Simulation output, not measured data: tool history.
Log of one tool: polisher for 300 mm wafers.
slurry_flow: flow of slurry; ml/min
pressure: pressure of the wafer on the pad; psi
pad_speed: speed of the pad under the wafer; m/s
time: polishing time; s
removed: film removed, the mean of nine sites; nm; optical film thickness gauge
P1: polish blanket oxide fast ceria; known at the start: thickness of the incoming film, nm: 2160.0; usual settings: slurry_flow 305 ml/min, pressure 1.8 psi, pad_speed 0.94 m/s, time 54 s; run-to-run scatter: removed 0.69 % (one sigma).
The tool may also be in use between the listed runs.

run,hour,slurry_flow,pressure,pad_speed,time,wafers polished on this pad,hours since the slurry nozzle was cleaned,hours since the head pressure was calibrated,removed
1,4.3,305,1.8,0.94,54,1012,294.8,250.7,605.70
2,9.2,195,1.8,0.94,30,1060,299.7,255.6,318.89
3,15.6,185,1.8,0.94,54,1122,306.1,262.0,566.09
4,21.4,395,1.8,0.94,54,1178,311.9,267.8,610.44
5,25.1,305,2.7,0.94,54,1214,315.6,271.5,904.32
6,29.1,305,1.8,0.94,54,1252,319.6,275.5,602.73
7,35.0,305,1.8,0.94,77,1310,325.5,281.4,864.97
8,38.8,305,1.8,0.94,54,1346,329.3,285.2,598.84
9,43.2,305,1.8,0.66,75,1389,333.7,289.6,586.45
10,49.1,185,1.8,0.94,38,1446,339.6,295.5,406.52
11,54.8,305,0.9,0.94,54,1501,345.3,301.2,295.24
12,61.2,305,1.8,0.94,24,1563,351.7,307.6,266.59
13,64.8,305,1.8,0.66,54,1598,355.3,311.2,423.79

Forecast run 14:
14,69.2,305,1.8,0.94,54,1641,359.7,315.6,?

Run 14 gave removed 597.76 nm.
